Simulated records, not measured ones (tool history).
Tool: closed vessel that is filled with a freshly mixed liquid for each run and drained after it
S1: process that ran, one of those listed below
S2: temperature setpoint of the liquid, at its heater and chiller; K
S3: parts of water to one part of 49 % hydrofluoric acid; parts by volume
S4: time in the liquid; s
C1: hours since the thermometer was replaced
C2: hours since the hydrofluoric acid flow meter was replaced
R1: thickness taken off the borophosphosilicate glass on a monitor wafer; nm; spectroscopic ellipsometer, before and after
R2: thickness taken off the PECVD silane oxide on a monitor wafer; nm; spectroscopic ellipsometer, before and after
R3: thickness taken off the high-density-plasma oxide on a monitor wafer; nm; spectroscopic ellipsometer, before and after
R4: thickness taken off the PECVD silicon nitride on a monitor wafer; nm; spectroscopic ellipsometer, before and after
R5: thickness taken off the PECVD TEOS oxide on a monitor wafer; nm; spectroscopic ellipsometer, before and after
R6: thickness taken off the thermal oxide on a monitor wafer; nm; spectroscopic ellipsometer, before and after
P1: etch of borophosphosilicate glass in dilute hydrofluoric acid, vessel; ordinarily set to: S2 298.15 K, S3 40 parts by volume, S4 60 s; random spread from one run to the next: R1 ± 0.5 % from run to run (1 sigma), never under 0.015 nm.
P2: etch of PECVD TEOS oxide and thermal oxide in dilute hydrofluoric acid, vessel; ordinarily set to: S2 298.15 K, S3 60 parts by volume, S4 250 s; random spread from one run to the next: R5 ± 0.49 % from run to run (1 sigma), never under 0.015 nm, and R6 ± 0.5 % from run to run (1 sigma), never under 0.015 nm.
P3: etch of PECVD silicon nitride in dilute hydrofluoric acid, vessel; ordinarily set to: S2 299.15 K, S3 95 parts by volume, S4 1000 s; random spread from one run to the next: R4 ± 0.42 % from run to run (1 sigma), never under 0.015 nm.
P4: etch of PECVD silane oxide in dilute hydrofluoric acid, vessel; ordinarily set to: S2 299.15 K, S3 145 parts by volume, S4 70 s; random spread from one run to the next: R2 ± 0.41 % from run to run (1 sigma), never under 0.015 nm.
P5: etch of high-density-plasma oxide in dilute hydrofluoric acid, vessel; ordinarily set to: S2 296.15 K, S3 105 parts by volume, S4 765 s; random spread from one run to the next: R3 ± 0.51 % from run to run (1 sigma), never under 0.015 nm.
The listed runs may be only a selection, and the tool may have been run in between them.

{"run": 1, "hour": 8.1, "S1": "P1", "S2": 298.15, "S3": 40, "S4": 60, "C1": 656.2, "C2": 164.1, "R1": 47.839}
{"run": 2, "hour": 14.6, "S1": "P4", "S2": 299.15, "S3": 145, "S4": 35, "C1": 662.7, "C2": 170.6, "R2": 6.7775}
{"run": 3, "hour": 19.2, "S1": "P5", "S2": 303.65, "S3": 105, "S4": 765, "C1": 667.3, "C2": 175.2, "R3": 47.438}
{"run": 4, "hour": 24.1, "S1": "P1", "S2": 293.15, "S3": 40, "S4": 110, "C1": 672.2, "C2": 180.1, "R1": 71.05}
{"run": 5, "hour": 33.2, "S1": "P3", "S2": 299.15, "S3": 95, "S4": 1000, "C1": 681.3, "C2": 189.2, "R4": 40.357}
{"run": 6, "hour": 41.2, "S1": "P1", "S2": 298.15, "S3": 65, "S4": 60, "C1": 689.3, "C2": 197.2, "R1": 28.558}
{"run": 7, "hour": 45.7, "S1": "P1", "S2": 298.15, "S3": 20, "S4": 60, "C1": 693.8, "C2": 201.7, "R1": 99.335}
{"run": 8, "hour": 54.0, "S1": "P4", "S2": 299.15, "S3": 45, "S4": 70, "C1": 702.1, "C2": 210.0, "R2": 48.921}
{"run": 9, "hour": 61.4, "S1": "P3", "S2": 293.65, "S3": 95, "S4": 1000, "C1": 709.5, "C2": 217.4, "R4": 28.046}
{"run": 10, "hour": 66.2, "S1": "P3", "S2": 299.15, "S3": 95, "S4": 1680, "C1": 714.3, "C2": 222.2, "R4": 68.113}
{"run": 11, "hour": 73.8, "S1": "P4", "S2": 299.15, "S3": 145, "S4": 70, "C1": 721.9, "C2": 229.8, "R2": 13.414}
{"run": 12, "hour": 79.8, "S1": "P2", "S2": 294.15, "S3": 60, "S4": 250, "C1": 727.9, "C2": 235.8, "R5": 35.284, "R6": 18.933}
{"run": 13, "hour": 85.3, "S1": "P3", "S2": 299.15, "S3": 160, "S4": 1000, "C1": 733.4, "C2": 241.3, "R4": 23.918}
{"run": 14, "hour": 89.9, "S1": "P1", "S2": 298.15, "S3": 40, "S4": 30, "C1": 738.0, "C2": 245.9, "R1": 24.017}
{"run": 15, "hour": 95.8, "S1": "P1", "S2": 298.15, "S3": 40, "S4": 60, "C1": 743.9, "C2": 251.8, "R1": 48.223}
{"run": 16, "hour": 103.3, "S1": "P5", "S2": 296.15, "S3": 55, "S4": 765, "C1": 751.4, "C2": 259.3, "R3": 71.888}
{"run": 17, "hour": 110.3, "S1": "P2", "S2": 298.15, "S3": 90, "S4": 250, "C1": 758.4, "C2": 266.3, "R5": 27.023, "R6": 14.311}
{"run": 18, "hour": 118.8, "S1": "P4", "S2": 299.15, "S3": 145, "S4": 70, "C1": 766.9, "C2": 274.8, "R2": 13.418}
{"run": 19, "hour": 123.7, "S1": "P4", "S2": 294.65, "S3": 145, "S4": 70, "C1": 771.8, "C2": 279.7, "R2": 11.316}
{"run": 20, "hour": 133.6, "S1": "P1", "S2": 290.15, "S3": 25, "S4": 60, "C1": 781.7, "C2": 289.6, "R1": 55.821}
{"run": 21, "hour": 139.8, "S1": "P2", "S2": 298.15, "S3": 60, "S4": 85, "C1": 787.9, "C2": 295.8, "R5": 14.202, "R6": 7.5753}
{"run": 22, "hour": 144.7, "S1": "P1", "S2": 305.15, "S3": 40, "S4": 60, "C1": 792.8, "C2": 300.7, "R1": 63.896}
{"run": 23, "hour": 151.3, "S1": "P1", "S2": 298.15, "S3": 40, "S4": 60, "C1": 799.4, "C2": 307.3, "R1": 48.229}
{"run": 24, "hour": 156.0, "S1": "P1", "S2": 298.15, "S3": 40, "S4": 95, "C1": 804.1, "C2": 312.0, "R1": 75.268}
{"run": 25, "hour": 163.8, "S1": "P1", "S2": 292.15, "S3": 40, "S4": 110, "C1": 811.9, "C2": 319.8, "R1": 68.095}
{"run": 26, "hour": 169.7, "S1": "P3", "S2": 299.15, "S3": 95, "S4": 1000, "C1": 817.8, "C2": 325.7, "R4": 40.364}
{"run": 27, "hour": 176.1, "S1": "P5", "S2": 296.15, "S3": 105, "S4": 1225, "C1": 824.2, "C2": 332.1, "R3": 57.329}
{"run": 28, "hour": 181.8, "S1": "P1", "S2": 298.15, "S3": 40, "S4": 60, "C1": 829.9, "C2": 337.8, "R1": 47.847}
{"run": 29, "hour": 186.8, "S1": "P1", "S2": 294.65, "S3": 40, "S4": 60, "C1": 834.9, "C2": 342.8, "R1": 41.309}
{"run": 30, "hour": 192.5, "S1": "P5", "S2": 296.15, "S3": 105, "S4": 765, "C1": 840.6, "C2": 348.5, "R3": 35.676}
{"run": 31, "hour": 202.1, "S1": "P1", "S2": 298.15, "S3": 40, "S4": 60, "C1": 850.2, "C2": 358.1, "R1": 48.136}
{"run": 32, "hour": 210.7, "S1": "P2", "S2": 298.15, "S3": 60, "S4": 250, "C1": 858.8, "C2": 366.7, "R5": 41.698, "R6": 22.184}
{"run": 33, "hour": 218.2, "S1": "P1", "S2": 298.15, "S3": 40, "S4": 60, "C1": 866.3, "C2": 374.2, "R1": 48.178}
{"run": 34, "hour": 224.4, "S1": "P1", "S2": 298.15, "S3": 40, "S4": 60, "C1": 872.5, "C2": 380.4, "R1": 49.664}
{"run": 35, "hour": 233.7, "S1": "P1", "S2": 298.15, "S3": 40, "S4": 60, "C1": 881.8, "C2": 389.7, "R1": 51.545}
{"run": 36, "hour": 241.9, "S1": "P1", "S2": 298.15, "S3": 40, "S4": 60, "C1": 890.0, "C2": 397.9, "R1": 52.468}
{"run": 37, "hour": 249.6, "S1": "P1", "S2": 298.15, "S3": 40, "S4": 60, "C1": 897.7, "C2": 405.6, "R1": 52.627}
{"run": 38, "hour": 257.5, "S1": "P1", "S2": 298.15, "S3": 40, "S4": 60, "C1": 905.6, "C2": 413.5, "R1": 52.883}
{"run": 39, "hour": 264.7, "S1": "P1", "S2": 298.15, "S3": 40, "S4": 60, "C1": 912.8, "C2": 420.7, "R1": 53.042}
{"run": 40, "hour": 273.2, "S1": "P1", "S2": 298.15, "S3": 40, "S4": 60, "C1": 921.3, "C2": 429.2, "R1": 53.14}

What P1 gives has crept away from where it was. These 2 causes fit the log equally well, each at the size given:
A: hydrofluoric acid flow above the setpoint (%) = 9.42
B: liquid hotter than its thermometer reads (K) = 2.33
Onset of the creep was near hour 218.2.

4 check runs are offered, one wafer each, their results left as question marks. Which one tells the causes apart?
{"run": "check 1", "hour": 281.7, "S1": "P5", "S2": 302.65, "S3": 60, "S4": 765, "R3": "?"}
{"run": "check 2", "hour": 281.7, "S1": "P3", "S2": 299.15, "S3": 160, "S4": 1445, "R4": "?"}
{"run": "check 3", "hour": 281.7, "S1": "P2", "S2": 294.65, "S3": 90, "S4": 250, "R5": "?", "R6": "?"}
{"run": "check 4", "hour": 281.7, "S1": "P4", "S2": 294.65, "S3": 105, "S4": 70, "R2": "?"}

Outcome of each check run for each possible cause:
check=check_1 result=R3 if_A=94.411 if_B=93.678
check=check_2 result=R4 if_A=38.061 if_B=40.244
check=check_3 result=R5 if_A=25.734 if_B=25.603
check=check_3 result=R6 if_A=13.6480 if_B=13.5790
check=check_4 result=R2 if_A=18.1010 if_B=17.9680
Per check, the gap between the least separated pair of causes, taken in the result that splits them most: check 1 0.78 %; check 2 5.58 %; check 3 0.51 %; check 4 0.74 %
The causes can be told apart only by check 2. The other checks would give nearly the same results under each of them.

Here is what check 2 returned: R4 38.119 nm. Which cause is it?

It is A: hydrofluoric acid flow above the setpoint (%).

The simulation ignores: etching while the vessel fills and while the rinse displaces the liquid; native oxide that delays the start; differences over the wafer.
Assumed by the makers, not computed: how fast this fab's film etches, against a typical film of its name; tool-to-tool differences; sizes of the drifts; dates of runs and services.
